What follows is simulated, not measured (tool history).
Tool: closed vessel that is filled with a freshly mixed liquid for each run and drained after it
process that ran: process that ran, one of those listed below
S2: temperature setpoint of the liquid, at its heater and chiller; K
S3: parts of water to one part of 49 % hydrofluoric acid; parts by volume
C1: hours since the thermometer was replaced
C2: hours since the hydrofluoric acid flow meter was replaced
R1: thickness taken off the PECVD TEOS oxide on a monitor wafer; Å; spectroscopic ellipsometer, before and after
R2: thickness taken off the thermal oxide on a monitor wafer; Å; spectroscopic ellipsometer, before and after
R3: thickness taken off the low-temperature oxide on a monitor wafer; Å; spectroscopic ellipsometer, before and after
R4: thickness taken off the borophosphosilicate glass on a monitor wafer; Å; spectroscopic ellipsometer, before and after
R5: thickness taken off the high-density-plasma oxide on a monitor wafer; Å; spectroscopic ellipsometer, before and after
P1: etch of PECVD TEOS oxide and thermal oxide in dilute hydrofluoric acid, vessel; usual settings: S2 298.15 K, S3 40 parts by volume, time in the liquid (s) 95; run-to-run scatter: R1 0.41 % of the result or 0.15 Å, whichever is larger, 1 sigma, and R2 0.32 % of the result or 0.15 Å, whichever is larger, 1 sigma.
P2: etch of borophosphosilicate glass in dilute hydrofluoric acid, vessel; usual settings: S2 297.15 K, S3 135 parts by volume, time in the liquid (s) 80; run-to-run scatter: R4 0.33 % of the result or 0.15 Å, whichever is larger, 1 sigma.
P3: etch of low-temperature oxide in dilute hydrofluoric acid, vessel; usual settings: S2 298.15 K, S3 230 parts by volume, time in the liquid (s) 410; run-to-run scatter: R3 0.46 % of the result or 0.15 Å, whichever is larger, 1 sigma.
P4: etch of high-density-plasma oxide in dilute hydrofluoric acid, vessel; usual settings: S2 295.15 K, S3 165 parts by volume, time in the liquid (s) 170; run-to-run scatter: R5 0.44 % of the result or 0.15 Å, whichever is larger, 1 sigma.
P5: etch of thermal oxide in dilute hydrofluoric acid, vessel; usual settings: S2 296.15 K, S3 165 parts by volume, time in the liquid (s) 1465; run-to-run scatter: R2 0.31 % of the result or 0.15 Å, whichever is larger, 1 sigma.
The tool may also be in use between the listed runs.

Run 1, hour 10.8: process that ran P1, S2 298.15 K, S3 40 parts by volume, time in the liquid (s) 95; C1 591.3; C2 891.7. Result: R1 246.81 Å, R2 124.77 Å.
Run 2, hour 23.1: process that ran P3, S2 298.15 K, S3 405 parts by volume, time in the liquid (s) 410; C1 603.6; C2 904. Result: R3 113.59 Å.
Run 3, hour 38.8: process that ran P5, S2 296.15 K, S3 165 parts by volume, time in the liquid (s) 75; C1 619.3; C2 919.7. Result: R2 18.444 Å.
At hour 39.8: hydrofluoric acid flow meter replaced.
Run 4, hour 54.5: process that ran P1, S2 303.15 K, S3 20 parts by volume, time in the liquid (s) 95; C1 635; C2 14.8. Result: R1 626.56 Å, R2 316.84 Å.
Run 5, hour 67.2: process that ran P1, S2 298.15 K, S3 60 parts by volume, time in the liquid (s) 150; C1 647.7; C2 27.5. Result: R1 253.44 Å, R2 128.11 Å.
Run 6, hour 77.3: process that ran P1, S2 298.15 K, S3 40 parts by volume, time in the liquid (s) 95; C1 657.8; C2 37.6. Result: R1 248.38 Å, R2 125.16 Å.
Run 7, hour 86.5: process that ran P1, S2 293.15 K, S3 40 parts by volume, time in the liquid (s) 95; C1 667; C2 46.8. Result: R1 199.75 Å, R2 101 Å.
Run 8, hour 99: process that ran P2, S2 291.15 K, S3 135 parts by volume, time in the liquid (s) 80; C1 679.5; C2 59.3. Result: R4 168.07 Å.
Run 9, hour 110.4: process that ran P4, S2 295.15 K, S3 75 parts by volume, time in the liquid (s) 170; C1 690.9; C2 70.7. Result: R5 139.55 Å.
Run 10, hour 120.1: process that ran P4, S2 295.15 K, S3 165 parts by volume, time in the liquid (s) 320; C1 700.6; C2 80.4. Result: R5 107.68 Å.
Run 11, hour 128.9: process that ran P1, S2 298.15 K, S3 40 parts by volume, time in the liquid (s) 95; C1 709.4; C2 89.2. Result: R1 246.97 Å, R2 125.78 Å.
Run 12, hour 137.6: process that ran P3, S2 303.65 K, S3 230 parts by volume, time in the liquid (s) 410; C1 718.1; C2 97.9. Result: R3 288.22 Å.
Run 13, hour 151.2: process that ran P4, S2 295.15 K, S3 165 parts by volume, time in the liquid (s) 170; C1 731.7; C2 111.5. Result: R5 57.47 Å.
Run 14, hour 163.5: process that ran P5, S2 296.15 K, S3 165 parts by volume, time in the liquid (s) 1465; C1 744; C2 123.8. Result: R2 360.82 Å.
Run 15, hour 173.6: process that ran P5, S2 292.15 K, S3 165 parts by volume, time in the liquid (s) 1465; C1 754.1; C2 133.9. Result: R2 307.94 Å.
Run 16, hour 186.2: process that ran P1, S2 298.15 K, S3 40 parts by volume, time in the liquid (s) 95; C1 766.7; C2 146.5. Result: R1 246.76 Å, R2 125.06 Å.
Run 17, hour 194.2: process that ran P1, S2 298.15 K, S3 40 parts by volume, time in the liquid (s) 40; C1 774.7; C2 154.5. Result: R1 104.61 Å, R2 52.359 Å.
Run 18, hour 202: process that ran P2, S2 297.15 K, S3 135 parts by volume, time in the liquid (s) 80; C1 782.5; C2 162.3. Result: R4 211.95 Å.
Run 19, hour 212: process that ran P1, S2 298.15 K, S3 60 parts by volume, time in the liquid (s) 95; C1 792.5; C2 172.3. Result: R1 159.55 Å, R2 81.285 Å.
Run 20, hour 224.5: process that ran P2, S2 297.15 K, S3 135 parts by volume, time in the liquid (s) 30; C1 805; C2 184.8. Result: R4 79.625 Å.
Run 21, hour 237.8: process that ran P1, S2 298.15 K, S3 40 parts by volume, time in the liquid (s) 95; C1 818.3; C2 198.1. Result: R1 248.59 Å, R2 124.94 Å.
Run 22, hour 249.1: process that ran P4, S2 290.15 K, S3 165 parts by volume, time in the liquid (s) 170; C1 829.6; C2 209.4. Result: R5 47.391 Å.
Run 23, hour 262.4: process that ran P3, S2 298.15 K, S3 230 parts by volume, time in the liquid (s) 80; C1 842.9; C2 222.7. Result: R3 46.581 Å.
Run 24, hour 274.3: process that ran P2, S2 297.15 K, S3 70 parts by volume, time in the liquid (s) 80; C1 854.8; C2 234.6. Result: R4 442.03 Å.
Run 25, hour 286.3: process that ran P5, S2 296.15 K, S3 70 parts by volume, time in the liquid (s) 1465; C1 866.8; C2 246.6. Result: R2 950.52 Å.
Run 26, hour 302.2: process that ran P3, S2 298.15 K, S3 230 parts by volume, time in the liquid (s) 410; C1 882.7; C2 262.5. Result: R3 238.24 Å.
Run 27, hour 312.8: process that ran P1, S2 298.15 K, S3 40 parts by volume, time in the liquid (s) 160; C1 893.3; C2 273.1. Result: R1 417.51 Å, R2 210.21 Å.
Run 28, hour 325.5: process that ran P5, S2 296.15 K, S3 165 parts by volume, time in the liquid (s) 1465; C1 906; C2 285.8. Result: R2 360.57 Å.
Run 29, hour 335.9: process that ran P2, S2 297.15 K, S3 135 parts by volume, time in the liquid (s) 80; C1 916.4; C2 296.2. Result: R4 212.73 Å.
Run 30, hour 346.5: process that ran P1, S2 305.15 K, S3 40 parts by volume, time in the liquid (s) 95; C1 927; C2 306.8. Result: R1 328.95 Å, R2 166.41 Å.
Run 31, hour 353.4: process that ran P1, S2 298.15 K, S3 20 parts by volume, time in the liquid (s) 95; C1 933.9; C2 313.7. Result: R1 510.59 Å, R2 257.39 Å.
Run 32, hour 360.9: process that ran P1, S2 298.15 K, S3 40 parts by volume, time in the liquid (s) 95; C1 941.4; C2 321.2. Result: R1 247.57 Å, R2 124.8 Å.
Run 33, hour 374.6: process that ran P1, S2 298.15 K, S3 40 parts by volume, time in the liquid (s) 95; C1 955.1; C2 334.9. Result: R1 252.59 Å, R2 127.88 Å.
Run 34, hour 389.4: process that ran P1, S2 298.15 K, S3 40 parts by volume, time in the liquid (s) 95; C1 969.9; C2 349.7. Result: R1 255.7 Å, R2 128.95 Å.
Run 35, hour 396.9: process that ran P1, S2 298.15 K, S3 40 parts by volume, time in the liquid (s) 95; C1 977.4; C2 357.2. Result: R1 255.85 Å, R2 129.38 Å.
Run 36, hour 412.7: process that ran P1, S2 298.15 K, S3 40 parts by volume, time in the liquid (s) 95; C1 993.2; C2 373. Result: R1 258.87 Å, R2 129.98 Å.
Run 37, hour 419.8: process that ran P1, S2 298.15 K, S3 40 parts by volume, time in the liquid (s) 95; C1 1000.3; C2 380.1. Result: R1 260.26 Å, R2 131.24 Å.
Run 38, hour 433.5: process that ran P1, S2 298.15 K, S3 40 parts by volume, time in the liquid (s) 95; C1 1014; C2 393.8. Result: R1 262.41 Å, R2 131.82 Å.
Run 39, hour 444.7: process that ran P1, S2 298.15 K, S3 40 parts by volume, time in the liquid (s) 95; C1 1025.2; C2 405. Result: R1 262.16 Å, R2 131.06 Å.
Run 40, hour 456: process that ran P1, S2 298.15 K, S3 40 parts by volume, time in the liquid (s) 95; C1 1036.5; C2 416.3. Result: R1 262.72 Å, R2 132.53 Å.
Run 41, hour 471.7: process that ran P1, S2 298.15 K, S3 40 parts by volume, time in the liquid (s) 95; C1 1052.2; C2 432. Result: R1 263.12 Å, R2 131.88 Å.
Run 42, hour 484.6: process that ran P1, S2 298.15 K, S3 40 parts by volume, time in the liquid (s) 95; C1 1065.1; C2 444.9. Result: R1 261.32 Å, R2 132.35 Å.
Run 43, hour 497.3: process that ran P1, S2 298.15 K, S3 40 parts by volume, time in the liquid (s) 95; C1 1077.8; C2 457.6. Result: R1 263.83 Å, R2 132.34 Å.

What P1 gives has crept away from where it was. These 2 causes fit the log equally well, each at the size given:
A: hydrofluoric acid flow above the setpoint (%) = 5.75
B: liquid hotter than its thermometer reads (K) = 1.44
The creep began at about hour 360.9.

4 check runs are offered, each on 2 wafers whose results are averaged, their results left as question marks. Which one tells the causes apart?
Run check 1, hour 510: process that ran P3, S2 301.15 K, S3 395 parts by volume, time in the liquid (s) 410. Result: R3 ?.
Run check 2, hour 510: process that ran P5, S2 296.15 K, S3 90 parts by volume, time in the liquid (s) 580. Result: R2 ?.
Run check 3, hour 510: process that ran P2, S2 291.15 K, S3 135 parts by volume, time in the liquid (s) 80. Result: R4 ?.
Run check 4, hour 510: process that ran P4, S2 290.15 K, S3 165 parts by volume, time in the liquid (s) 170. Result: R5 ?.

What each check would give under each cause:
  check  result    if A    if B
check 1      R3  139.71  135.25
check 2      R2  303.44  302.16
check 3      R4  178.39  177.53
check 4      R5  50.263  49.944
How far apart the two closest causes lie, in the result that separates them most: check 1 3.25 %; check 2 0.42 %; check 3 0.48 %; check 4 0.64 %
Only check 1 tells the causes apart: in the others they would give nearly the same result.

Then check 1 was run and gave: R3 135.42 Å. Which cause is it?

It is B: liquid hotter than its thermometer reads (K).
